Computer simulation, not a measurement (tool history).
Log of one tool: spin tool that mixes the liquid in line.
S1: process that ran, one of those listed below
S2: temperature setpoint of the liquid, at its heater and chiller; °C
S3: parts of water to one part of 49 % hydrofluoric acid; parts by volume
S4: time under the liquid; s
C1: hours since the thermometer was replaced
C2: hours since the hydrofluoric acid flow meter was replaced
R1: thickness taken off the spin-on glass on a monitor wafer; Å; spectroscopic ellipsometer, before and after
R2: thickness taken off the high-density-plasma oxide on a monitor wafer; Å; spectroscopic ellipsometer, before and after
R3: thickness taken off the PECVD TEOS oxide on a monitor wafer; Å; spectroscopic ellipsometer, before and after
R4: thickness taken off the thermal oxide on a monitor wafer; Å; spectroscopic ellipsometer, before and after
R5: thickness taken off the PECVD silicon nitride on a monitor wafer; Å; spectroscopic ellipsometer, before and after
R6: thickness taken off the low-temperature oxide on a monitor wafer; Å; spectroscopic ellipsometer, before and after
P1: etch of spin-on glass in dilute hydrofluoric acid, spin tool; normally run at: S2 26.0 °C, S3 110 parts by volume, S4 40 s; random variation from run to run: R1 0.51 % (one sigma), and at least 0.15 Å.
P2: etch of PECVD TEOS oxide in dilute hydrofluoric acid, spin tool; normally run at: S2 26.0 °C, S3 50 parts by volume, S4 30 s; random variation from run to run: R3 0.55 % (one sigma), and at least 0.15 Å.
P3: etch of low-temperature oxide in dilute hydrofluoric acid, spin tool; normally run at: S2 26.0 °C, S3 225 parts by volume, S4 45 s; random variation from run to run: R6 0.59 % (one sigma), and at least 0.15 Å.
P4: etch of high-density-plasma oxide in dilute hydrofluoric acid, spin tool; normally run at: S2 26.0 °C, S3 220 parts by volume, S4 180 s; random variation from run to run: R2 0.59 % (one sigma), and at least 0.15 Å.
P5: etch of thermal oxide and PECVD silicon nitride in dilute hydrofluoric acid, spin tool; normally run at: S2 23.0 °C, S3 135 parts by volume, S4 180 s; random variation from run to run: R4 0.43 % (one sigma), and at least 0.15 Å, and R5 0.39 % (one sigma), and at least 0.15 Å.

run   hour  S1    S2   S3   S4     C1     C2       R1      R2      R3       R4      R5      R6
  1    7.3  P1  26.0  110   40  577.5  329.3   79.635
  2   14.7  P4  17.5  220  180  584.9  336.7           28.508
  3   28.5  P1  33.5  110   40  598.7  350.5  104.870
  4   41.5  P2  22.0   50   30  611.7  363.5                   170.94
  5   55.4  P2  26.0   90   30  625.6  377.4                   105.20
  6   68.7  P5  17.0  135  180  638.9  390.7                            45.494  35.736
  7   80.3  P5  23.0  135  315  650.5  402.3                           101.090  93.376
  8   89.4  P3  22.0  225   45  659.6  411.4                                            41.387
  9   95.9  P3  26.0  225   45  666.1  417.9                                            47.482
 10  105.0  P5  23.0  135  180  675.2  427.0                            57.786  53.419
 11  118.9  P1  26.0  110   40  689.1  440.9   79.667
 12  130.7  P3  26.0  405   45  700.9  452.7                                            21.972
 13  142.7  P4  26.0  220  340  712.9  464.7           74.063
 14  153.6  P4  26.0  130  180  723.8  475.6           74.061
 15  161.9  P5  23.0  135  180  732.1  483.9                            57.929  53.280
 16  169.6  P2  26.0   50   30  739.8  491.6                   200.12
 17  177.3  P1  26.0  110   40  747.5  499.3   79.200
 18  183.7  P1  26.0  110   15  753.9  505.7   29.758
 19  197.3  P1  26.0  110   80  767.5  519.3  159.490
 20  204.9  P1  26.0   65   40  775.1  526.9  142.210
 21  212.6  P5  23.0  245  180  782.8  534.6                            28.541  29.509
 22  222.3  P1  26.0  110   40  792.5  544.3   79.303
 23  236.9  P2  26.0   50   15  807.1  558.9                    99.05
 24  246.7  P1  20.0  110   40  816.9  568.7   62.691
 25  256.2  P3  26.0  225   25  826.4  578.2                                            26.575
 26  271.1  P3  26.0  225   45  841.3  593.1                                            48.234
 27  279.2  P4  26.0  220  180  849.4  601.2           38.864
 28  290.2  P1  26.0  175   40  860.4  612.2   46.847
 29  300.3  P1  20.5  110   75  870.5  622.3  119.960
 30  312.8  P1  26.0  110   40  883.0  634.8   79.439
 31  324.6  P1  26.0  110   40  894.8  646.6   83.365
 32  335.8  P1  26.0  110   40  906.0  657.8   85.002
 33  348.0  P1  26.0  110   40  918.2  670.0   86.627
 34  354.4  P1  26.0  110   40  924.6  676.4   85.751
 35  367.2  P1  26.0  110   40  937.4  689.2   87.207
 36  377.3  P1  26.0  110   40  947.5  699.3   87.979
 37  388.3  P1  26.0  110   40  958.5  710.3   87.476
 38  398.4  P1  26.0  110   40  968.6  720.4   87.269

What P1 gives has crept away from where it was. These 2 causes fit the log equally well, each at the size given:
A: hydrofluoric acid flow above the setpoint (%) = 8.25
B: liquid hotter than its thermometer reads (K) = 2.36
The creep began at about hour 312.8.

4 check runs are offered, one wafer each, their results left as question marks. Which one tells the causes apart?
check 1  408.5  P3  23.0  225   30                               ?
check 2  408.5  P4  18.5  220  340               ?
check 3  408.5  P5  17.0  135  180                       ?   ?
check 4  408.5  P2  26.0   70   15                   ?

What each check would give under each cause:
  check  result    if A    if B
check 1      R6  31.514  31.158
check 2      R2  61.456  61.174
check 3      R4  49.766  50.112
check 3      R5  38.426  41.812
check 4      R3  75.918  76.425
How far apart the two closest causes lie, in the result that separates them most: check 1 1.13 %; check 2 0.46 %; check 3 8.45 %; check 4 0.67 %
Check 3 tells the causes apart: in the others they would give nearly the same result.

Then check 3 was run and gave: R4 49.312 Å; R5 38.421 Å. Which cause is it?

It is A: hydrofluoric acid flow above the setpoint (%).
